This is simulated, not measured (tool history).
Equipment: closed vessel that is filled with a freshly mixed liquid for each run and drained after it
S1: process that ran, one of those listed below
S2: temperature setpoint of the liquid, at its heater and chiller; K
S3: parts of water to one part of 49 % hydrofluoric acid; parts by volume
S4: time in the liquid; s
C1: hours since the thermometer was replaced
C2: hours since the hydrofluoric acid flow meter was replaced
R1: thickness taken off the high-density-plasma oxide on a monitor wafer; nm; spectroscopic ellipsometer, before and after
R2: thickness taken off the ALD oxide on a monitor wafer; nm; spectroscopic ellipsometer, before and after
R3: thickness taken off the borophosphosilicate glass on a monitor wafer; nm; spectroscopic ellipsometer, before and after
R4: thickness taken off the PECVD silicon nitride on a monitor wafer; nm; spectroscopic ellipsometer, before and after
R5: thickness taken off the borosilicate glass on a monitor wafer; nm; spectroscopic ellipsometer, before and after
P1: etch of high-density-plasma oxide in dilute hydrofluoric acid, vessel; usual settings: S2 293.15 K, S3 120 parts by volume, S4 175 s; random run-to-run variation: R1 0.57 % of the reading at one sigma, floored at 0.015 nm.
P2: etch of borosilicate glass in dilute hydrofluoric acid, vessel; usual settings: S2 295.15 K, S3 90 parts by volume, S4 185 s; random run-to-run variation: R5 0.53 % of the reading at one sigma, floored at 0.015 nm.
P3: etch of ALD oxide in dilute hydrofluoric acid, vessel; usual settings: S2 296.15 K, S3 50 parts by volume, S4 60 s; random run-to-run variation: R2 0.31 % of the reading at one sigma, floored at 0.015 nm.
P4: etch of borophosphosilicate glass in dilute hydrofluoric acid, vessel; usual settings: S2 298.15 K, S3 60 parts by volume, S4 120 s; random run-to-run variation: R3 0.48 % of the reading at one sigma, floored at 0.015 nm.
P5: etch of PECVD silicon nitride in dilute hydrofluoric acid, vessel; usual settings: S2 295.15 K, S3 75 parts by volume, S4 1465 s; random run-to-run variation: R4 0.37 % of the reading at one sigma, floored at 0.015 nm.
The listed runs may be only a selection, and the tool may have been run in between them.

run 1 day=0.279 | S1=P1 S2=293.15 S3=120 S4=175 | C1=1846.9 C2=480.7 | R1=6.1015
run 2 day=0.508 | S1=P1 S2=301.15 S3=120 S4=175 | C1=1852.4 C2=486.2 | R1=8.3520
run 3 day=0.738 | S1=P3 S2=301.65 S3=50 S4=60 | C1=1857.9 C2=491.7 | R2=20.0040
run 4 day=0.875 | S1=P1 S2=293.15 S3=120 S4=175 | C1=1861.2 C2=495.0 | R1=6.1246
run 5 day=1.017 | S1=P4 S2=298.15 S3=20 S4=120 | C1=1864.6 C2=498.4 | R3=185.900
run 6 day=1.250 | S1=P1 S2=293.15 S3=120 S4=175 | C1=1870.2 C2=504.0 | R1=6.1695
run 7 day=1.500 | S1=P1 S2=293.15 S3=120 S4=175 | C1=1876.2 C2=510.0 | R1=6.1256
run 8 day=1.792 | S1=P1 S2=293.15 S3=120 S4=175 | C1=1883.2 C2=517.0 | R1=6.1130
run 9 day=1.958 | S1=P5 S2=295.15 S3=75 S4=1465 | C1=1887.2 C2=521.0 | R4=37.727
run 10 day=2.150 | S1=P2 S2=295.15 S3=55 S4=185 | C1=1891.8 C2=525.6 | R5=98.311
run 11 day=2.438 | S1=P4 S2=298.15 S3=60 S4=120 | C1=1898.7 C2=532.5 | R3=57.987
run 12 day=2.588 | S1=P1 S2=290.15 S3=120 S4=175 | C1=1902.3 C2=536.1 | R1=5.4406
run 13 day=2.833 | S1=P2 S2=295.15 S3=90 S4=185 | C1=1908.2 C2=542.0 | R5=58.169
run 14 day=3.042 | S1=P4 S2=298.15 S3=60 S4=235 | C1=1913.2 C2=547.0 | R3=112.850
run 15 day=3.179 | S1=P1 S2=300.15 S3=210 S4=175 | C1=1916.5 C2=550.3 | R1=4.1488
run 16 day=3.371 | S1=P1 S2=293.15 S3=120 S4=300 | C1=1921.1 C2=554.9 | R1=10.4890
run 17 day=3.529 | S1=P1 S2=293.15 S3=120 S4=35 | C1=1924.9 C2=558.7 | R1=1.2128
run 18 day=3.804 | S1=P3 S2=296.15 S3=50 S4=60 | C1=1931.5 C2=565.3 | R2=15.9550
run 19 day=3.946 | S1=P5 S2=295.15 S3=140 S4=1465 | C1=1934.9 C2=568.7 | R4=20.478
run 20 day=4.138 | S1=P2 S2=295.15 S3=90 S4=55 | C1=1939.5 C2=573.3 | R5=17.317
run 21 day=4.412 | S1=P5 S2=295.15 S3=75 S4=390 | C1=1946.1 C2=579.9 | R4=10.043
run 22 day=4.625 | S1=P1 S2=293.15 S3=60 S4=175 | C1=1951.2 C2=585.0 | R1=13.0520
run 23 day=4.779 | S1=P3 S2=296.15 S3=50 S4=30 | C1=1954.9 C2=588.7 | R2=8.0729
run 24 day=5.071 | S1=P1 S2=293.15 S3=195 S4=175 | C1=1961.9 C2=595.7 | R1=3.4826
run 25 day=5.317 | S1=P3 S2=296.15 S3=90 S4=60 | C1=1967.8 C2=601.6 | R2=8.4376
run 26 day=5.475 | S1=P5 S2=299.65 S3=75 S4=1465 | C1=1971.6 C2=605.4 | R4=50.687
run 27 day=5.608 | S1=P2 S2=290.15 S3=90 S4=185 | C1=1974.8 C2=608.6 | R5=47.169
run 28 day=5.862 | S1=P1 S2=290.15 S3=120 S4=95 | C1=1980.9 C2=614.7 | R1=2.9492
run 29 day=6.133 | S1=P4 S2=304.15 S3=60 S4=120 | C1=1987.4 C2=621.2 | R3=73.811
run 30 day=6.417 | S1=P1 S2=293.15 S3=120 S4=175 | C1=1994.2 C2=628.0 | R1=6.0811
run 31 day=6.658 | S1=P1 S2=293.15 S3=120 S4=175 | C1=2000.0 C2=633.8 | R1=6.2997
run 32 day=6.796 | S1=P1 S2=293.15 S3=120 S4=175 | C1=2003.3 C2=637.1 | R1=6.3585
run 33 day=7.083 | S1=P1 S2=293.15 S3=120 S4=175 | C1=2010.2 C2=644.0 | R1=6.4443
run 34 day=7.242 | S1=P1 S2=293.15 S3=120 S4=175 | C1=2014.0 C2=647.8 | R1=6.4442
run 35 day=7.383 | S1=P1 S2=293.15 S3=120 S4=175 | C1=2017.4 C2=651.2 | R1=6.5381
run 36 day=7.592 | S1=P1 S2=293.15 S3=120 S4=175 | C1=2022.4 C2=656.2 | R1=6.5123

Compared with where it was, what P1 gives has crept away. Each cause listed below fits the log as well as the rest, at the size given for it:
A: hydrofluoric acid flow above the setpoint (%) = 5.56
B: liquid hotter than its thermometer reads (K) = 1.52
The onset of the drift is placed at about day 6.417.

Of the 4 check runs listed below, each run on one wafer and each result written as a question mark, which would let you distinguish the listed causes because they would give clearly different results?
run check 1 day=7.800 | S1=P2 S2=290.65 S3=90 S4=185 | R5=?
run check 2 day=7.800 | S1=P5 S2=295.15 S3=130 S4=1465 | R4=?
run check 3 day=7.800 | S1=P4 S2=303.15 S3=60 S4=230 | R3=?
run check 4 day=7.800 | S1=P3 S2=296.15 S3=85 S4=60 | R2=?

If the cause were each of the candidates in turn, the checks would give the following:
check=check_1 result=R5 if_A=51.036 if_B=51.272
check=check_2 result=R4 if_A=23.185 if_B=24.296
check=check_3 result=R3 if_A=143.710 if_B=143.690
check=check_4 result=R2 if_A=9.5491 if_B=9.5620
Gap, in per cent, between the two causes that each check separates least, read from the result that separates them most: check 1 0.46 %; check 2 4.68 %; check 3 0.02 %; check 4 0.14 %
Check 2 is the one run that separates the causes; every other check would come out nearly the same whichever cause is at work.

Check 2 was then run and gave: R4 23.220 nm. Which cause is it?

It is A: hydrofluoric acid flow above the setpoint (%).

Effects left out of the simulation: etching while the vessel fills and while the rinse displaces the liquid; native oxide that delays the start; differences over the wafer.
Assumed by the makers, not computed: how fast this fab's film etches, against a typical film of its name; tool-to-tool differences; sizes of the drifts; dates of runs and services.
